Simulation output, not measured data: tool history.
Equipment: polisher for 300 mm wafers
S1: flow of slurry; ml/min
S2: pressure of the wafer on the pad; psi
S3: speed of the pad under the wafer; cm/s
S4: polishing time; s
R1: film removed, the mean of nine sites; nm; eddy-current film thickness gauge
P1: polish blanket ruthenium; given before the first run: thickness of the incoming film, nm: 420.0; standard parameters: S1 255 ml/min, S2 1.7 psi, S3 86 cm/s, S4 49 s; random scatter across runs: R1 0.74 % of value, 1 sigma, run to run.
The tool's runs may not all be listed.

| run | hour | S1 | S2 | S3 | S4 | R1 |
|---|---|---|---|---|---|---|
| 1 | 10.5 | 255 | 1.7 | 86 | 49 | 43.375 |
| 2 | 27.7 | 255 | 1.7 | 86 | 70 | 60.681 |
| 3 | 37.9 | 255 | 1.7 | 122 | 49 | 60.663 |
| 4 | 52.6 | 255 | 1.7 | 86 | 49 | 42.678 |
| 5 | 63.4 | 255 | 1.7 | 86 | 27 | 23.459 |
| 6 | 75.4 | 255 | 1.7 | 86 | 49 | 42.973 |
| 7 | 84.0 | 255 | 0.9 | 86 | 49 | 22.480 |
| 8 | 92.7 | 255 | 1.7 | 86 | 49 | 43.242 |
| 9 | 106.5 | 395 | 1.7 | 86 | 49 | 44.756 |
|  | 119.0 | slurry nozzle cleaned |
| 10 | 122.8 | 255 | 1.7 | 40 | 49 | 19.840 |
| 11 | 137.9 | 255 | 2.6 | 86 | 49 | 66.816 |
| 12 | 150.4 | 155 | 2.5 | 86 | 49 | 59.013 |
| 13 | 169.0 | 255 | 1.7 | 86 | 49 | 42.493 |
| 14 | 183.7 | 155 | 1.7 | 86 | 49 | 40.381 |
| 15 | 193.2 | 255 | 1.7 | 86 | 49 | 42.288 |
| 16 | 207.7 | 255 | 1.7 | 86 | 49 | 41.302 |
| 17 | 225.2 | 255 | 1.7 | 86 | 49 | 40.697 |
| 18 | 241.6 | 255 | 1.7 | 86 | 49 | 40.279 |
|  | 252.0 | head pressure recalibrated |
| 19 | 253.0 | 255 | 1.7 | 86 | 49 | 40.044 |
| 20 | 271.2 | 255 | 1.7 | 86 | 49 | 39.856 |
| 21 | 282.3 | 255 | 1.7 | 86 | 49 | 40.086 |

The output of P1 has drifted from where it used to be. Each of the 2 causes below, taken at the size shown beside it, accounts for the log equally well:
A: removal rate lost through wear of the pad, % = 6.45
B: slurry flow missing at the pad, % = 39.3
The gradual shift began around hour 193.2.
Why every other cause is out:
head's pressure below its setpoint, %: serviced at hour 252.0, after the change had begun; the process did not return to its earlier output

4 check runs are offered, each on 3 wafers whose results are averaged, their results left as question marks. Which one tells the causes apart?
| check 1 | 293.4 | 255 | 2.2 | 86 | 49 | ? |
| check 2 | 293.4 | 255 | 1.7 | 86 | 37 | ? |
| check 3 | 293.4 | 255 | 0.9 | 86 | 39 | ? |
| check 4 | 293.4 | 170 | 1.7 | 86 | 49 | ? |

Predicted outcomes, by check and by cause:
| check | result | if A | if B |
|---|---|---|---|
| check 1 | R1 | 51.833 | 51.831 |
| check 2 | R1 | 30.244 | 30.243 |
| check 3 | R1 | 16.877 | 16.876 |
| check 4 | R1 | 38.035 | 36.894 |
Gap, in per cent, between the two causes that each check separates least, read from the result that separates them most: check 1 0 %; check 2 0 %; check 3 0 %; check 4 3.05 %
Check 4 tells the causes apart: in the others they would give nearly the same result.

With check 4 done, the readings were: R1 37.963 nm. Identify which of the listed causes applies.

The cause is A: removal rate lost through wear of the pad, %.

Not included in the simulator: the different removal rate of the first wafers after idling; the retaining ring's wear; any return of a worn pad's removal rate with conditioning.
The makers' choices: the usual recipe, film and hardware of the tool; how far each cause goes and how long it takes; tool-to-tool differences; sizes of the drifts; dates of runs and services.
